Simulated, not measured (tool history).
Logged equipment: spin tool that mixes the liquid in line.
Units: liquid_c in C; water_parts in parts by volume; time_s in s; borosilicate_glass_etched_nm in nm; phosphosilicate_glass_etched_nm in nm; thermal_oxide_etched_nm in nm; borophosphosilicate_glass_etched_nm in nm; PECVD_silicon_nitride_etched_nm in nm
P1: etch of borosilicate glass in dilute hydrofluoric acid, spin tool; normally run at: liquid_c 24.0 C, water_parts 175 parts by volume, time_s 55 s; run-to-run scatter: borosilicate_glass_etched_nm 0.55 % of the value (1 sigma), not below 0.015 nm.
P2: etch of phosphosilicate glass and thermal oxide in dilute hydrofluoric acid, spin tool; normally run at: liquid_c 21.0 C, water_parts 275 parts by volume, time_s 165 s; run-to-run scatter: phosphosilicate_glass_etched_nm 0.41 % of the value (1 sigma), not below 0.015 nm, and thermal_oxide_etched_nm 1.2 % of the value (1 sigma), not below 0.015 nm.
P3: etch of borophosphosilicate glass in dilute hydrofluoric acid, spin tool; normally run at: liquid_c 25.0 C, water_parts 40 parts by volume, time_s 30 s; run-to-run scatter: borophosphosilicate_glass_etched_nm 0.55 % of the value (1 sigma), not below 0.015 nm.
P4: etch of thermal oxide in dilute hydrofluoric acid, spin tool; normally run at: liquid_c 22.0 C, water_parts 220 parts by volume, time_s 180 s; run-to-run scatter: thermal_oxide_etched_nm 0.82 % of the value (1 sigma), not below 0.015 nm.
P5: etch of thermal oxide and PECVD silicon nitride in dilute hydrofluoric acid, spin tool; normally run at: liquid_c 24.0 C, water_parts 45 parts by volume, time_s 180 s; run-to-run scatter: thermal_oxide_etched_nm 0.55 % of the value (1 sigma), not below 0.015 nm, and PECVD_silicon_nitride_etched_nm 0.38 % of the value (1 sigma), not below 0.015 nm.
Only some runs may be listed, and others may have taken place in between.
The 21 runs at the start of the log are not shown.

run,hour,process,liquid_c,water_parts,time_s,borosilicate_glass_etched_nm,phosphosilicate_glass_etched_nm,thermal_oxide_etched_nm,borophosphosilicate_glass_etched_nm,PECVD_silicon_nitride_etched_nm
22,86.9,P2,21.0,465,165,,13.5850,1.12290,,
23,90.0,P5,24.0,45,180,,,20.20500,,7.1045
24,95.7,P5,24.0,75,180,,,11.67900,,4.3230
25,101.1,P5,24.0,45,180,,,20.29200,,7.1118
26,107.3,P1,24.0,175,55,12.5860,,,,
27,110.9,P1,24.0,175,55,12.5470,,,,
28,114.7,P1,29.0,175,105,29.0260,,,,
29,120.6,P5,24.0,45,280,,,31.49700,,11.0200
30,126.5,P1,24.0,175,55,12.5960,,,,
31,129.9,P1,24.0,175,55,12.3910,,,,
32,135.7,P3,19.5,40,30,,,,56.577,
33,141.4,P4,22.0,40,180,,,20.48400,,
34,146.3,P5,31.0,45,180,,,26.92800,,11.2690

Run 35 comes next. What will it give?
35,151.2,P1,24.0,175,55,?,,,,

{"run 35": {"borosilicate_glass_etched_nm": 12.604}}
